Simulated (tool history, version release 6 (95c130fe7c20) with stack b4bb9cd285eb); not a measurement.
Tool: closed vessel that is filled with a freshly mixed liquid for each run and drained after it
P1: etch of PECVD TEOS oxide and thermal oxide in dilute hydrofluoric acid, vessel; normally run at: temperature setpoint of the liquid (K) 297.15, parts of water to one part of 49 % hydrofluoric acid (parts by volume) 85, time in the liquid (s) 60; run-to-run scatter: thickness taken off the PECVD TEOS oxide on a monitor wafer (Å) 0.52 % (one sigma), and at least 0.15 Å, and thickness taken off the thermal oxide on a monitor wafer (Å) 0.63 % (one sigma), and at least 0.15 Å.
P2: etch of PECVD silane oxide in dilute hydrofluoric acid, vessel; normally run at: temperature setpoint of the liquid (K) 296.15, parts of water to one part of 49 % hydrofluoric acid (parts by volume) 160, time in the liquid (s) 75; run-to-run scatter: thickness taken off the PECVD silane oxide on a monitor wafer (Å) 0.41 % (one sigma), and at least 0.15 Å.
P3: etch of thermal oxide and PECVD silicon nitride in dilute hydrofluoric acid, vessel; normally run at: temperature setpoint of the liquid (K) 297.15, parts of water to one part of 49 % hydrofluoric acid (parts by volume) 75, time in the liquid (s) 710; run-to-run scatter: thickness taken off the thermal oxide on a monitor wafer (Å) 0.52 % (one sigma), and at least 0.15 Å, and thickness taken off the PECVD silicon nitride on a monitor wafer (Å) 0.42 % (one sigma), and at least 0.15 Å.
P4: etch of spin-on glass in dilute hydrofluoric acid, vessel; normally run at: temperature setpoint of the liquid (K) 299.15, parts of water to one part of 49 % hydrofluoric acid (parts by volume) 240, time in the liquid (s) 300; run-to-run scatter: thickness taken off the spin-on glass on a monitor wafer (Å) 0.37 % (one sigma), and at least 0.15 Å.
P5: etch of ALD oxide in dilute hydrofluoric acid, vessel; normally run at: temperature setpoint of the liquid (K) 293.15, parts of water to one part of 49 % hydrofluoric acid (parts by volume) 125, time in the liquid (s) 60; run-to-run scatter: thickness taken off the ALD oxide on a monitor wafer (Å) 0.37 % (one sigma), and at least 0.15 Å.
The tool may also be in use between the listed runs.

run   hour  process that ran  temperature setpoint of the liquid (K)  parts of water to one part of 49 % hydrofluoric acid (parts by volume)  time in the liquid (s)  thickness taken off the PECVD TEOS oxide on a monitor wafer (Å)  thickness taken off the thermal oxide on a monitor wafer (Å)  thickness taken off the ALD oxide on a monitor wafer (Å)  thickness taken off the PECVD silane oxide on a monitor wafer (Å)  thickness taken off the spin-on glass on a monitor wafer (Å)  thickness taken off the PECVD silicon nitride on a monitor wafer (Å)
  1   10.9                P1                                  297.15                                                                      85                      60                                                            197.3                                                        31.527
  2   17.2                P5                                  293.15                                                                      45                      60                                                                                                                                                                                   196.71
  3   29.6                P1                                  297.15                                                                      85                      60                                                           199.19                                                        32.073
  4   36.2                P1                                  297.15                                                                     145                      60                                                           107.51                                                        17.021
  5   42.5                P2                                  296.15                                                                     160                      75                                                                                                                                                                                                                                                      208.75
  6   50.3                P1                                  297.15                                                                      85                      30                                                           98.898                                                        16.119
  7   57.9                P4                                  299.15                                                                      75                     300                                                                                                                                                                                                                                                                                                                    1216.7
  8   66.2                P1                                  297.15                                                                      20                      60                                                           915.67                                                        148.03
  9   77.7                P4                                  299.15                                                                     240                     300                                                                                                                                                                                                                                                                                                                    312.41
 10   84.3                P5                                  293.15                                                                     125                      60                                                                                                                                                                                   64.769
 11   90.7                P4                                  291.15                                                                     240                     300                                                                                                                                                                                                                                                                                                                    232.57
 12  101.2                P2                                  296.15                                                                      50                      75                                                                                                                                                                                                                                                      764.89
 13  113.2                P1                                  292.15                                                                      85                      60                                                            160.7                                                        26.253
 14  121.7                P2                                  296.15                                                                     160                      75                                                                                                                                                                                                                                                      209.39
 15  127.9                P4                                  299.15                                                                     240                     495                                                                                                                                                                                                                                                                                                                     515.7
 16    139                P2                                  296.15                                                                     160                      30                                                                                                                                                                                                                                                      83.954
 17  149.6                P1                                  297.15                                                                      85                      60                                                           194.99                                                        31.687
 18  156.1                P1                                  297.15                                                                      85                      60                                                           195.05                                                        31.497
 19  164.1                P3                                  297.15                                                                      75                    1090                                                                                                                         737.68                                                                                                                                                                                                                                                           385.27
 20  173.8                P3                                  297.15                                                                      75                     710                                                                                                                         474.43                                                                                                                                                                                                                                                           251.29
 21  187.4                P2                                  290.65                                                                     160                      75                                                                                                                                                                                                                                                      168.73
 22  194.3                P5                                  290.15                                                                     125                      60                                                                                                                                                                                   57.035
 23    201                P3                                  297.15                                                                     140                     710                                                                                                                         235.21                                                                                                                                                                                                                                                           137.89
 24  209.9                P4                                  299.15                                                                     240                     300                                                                                                                                                                                                                                                                                                                    312.78
 25  218.3                P1                                  297.15                                                                      85                      60                                                            196.1                                                        31.788
 26  229.1                P1                                  297.15                                                                     145                      30                                                           53.746                                                        8.6646
 27    237                P3                                  290.65                                                                      75                     710                                                                                                                         363.24                                                                                                                                                                                                                                                           161.59
 28  243.2                P5                                  293.15                                                                     125                     100                                                                                                                                                                                   106.94
 29  254.7                P1                                  297.15                                                                      85                     115                                                           380.33                                                        60.504
 30  268.3                P1                                  302.65                                                                      85                      60                                                           245.38                                                        39.145
 31  278.4                P1                                  297.15                                                                      85                      60                                                           197.72                                                        31.908
 32  292.1                P1                                  297.15                                                                      85                      60                                                           202.41                                                        32.896
 33  304.5                P1                                  297.15                                                                      85                      60                                                           204.79                                                        33.023
 34  310.6                P1                                  297.15                                                                      85                      60                                                           207.04                                                        33.542
 35  320.3                P1                                  297.15                                                                      85                      60                                                            208.6                                                        33.723
 36  326.8                P1                                  297.15                                                                      85                      60                                                           207.52                                                        33.735
 37  335.2                P1                                  297.15                                                                      85                      60                                                            208.5                                                        33.895
 38  346.1                P1                                  297.15                                                                      85                      60                                                           211.26                                                        33.731

What P1 gives has crept away from where it was. These 2 causes fit the log equally well, each at the size given:
A: liquid hotter than its thermometer reads (K) = 1.41
B: hydrofluoric acid flow above the setpoint (%) = 5.19
The creep began at about hour 278.4.

4 check runs are offered, one wafer each, their results left as question marks. Which one tells the causes apart?
check 1   357                P5                                  293.15                                                                      60                      95                                                                                                                                                                                        ?
check 2   357                P2                                  296.15                                                                      70                      40                                                                                                                                                                                                                                                           ?
check 3   357                P4                                  292.65                                                                     240                     300                                                                                                                                                                                                                                                                                                                         ?
check 4   357                P3                                  297.15                                                                     125                     710                                                                                                                              ?                                                                                                                                                                                                                                                                ?

What each check would give under each cause:
  check                                                                result    if A    if B
check 1              thickness taken off the ALD oxide on a monitor wafer (Å)  243.31  242.09
check 2     thickness taken off the PECVD silane oxide on a monitor wafer (Å)  300.91   300.2
check 3          thickness taken off the spin-on glass on a monitor wafer (Å)  259.35  261.59
check 4          thickness taken off the thermal oxide on a monitor wafer (Å)  284.47  285.46
check 4  thickness taken off the PECVD silicon nitride on a monitor wafer (Å)  167.58  160.79
How far apart the two closest causes lie, in the result that separates them most: check 1 0.5 %; check 2 0.24 %; check 3 0.86 %; check 4 4.13 %
Only check 4 tells the causes apart: in the others they would give nearly the same result.

Then check 4 was run and gave: thickness taken off the thermal oxide on a monitor wafer (Å) 284.53; thickness taken off the PECVD silicon nitride on a monitor wafer (Å) 161.32. Which cause is it?

It is B: hydrofluoric acid flow above the setpoint (%).
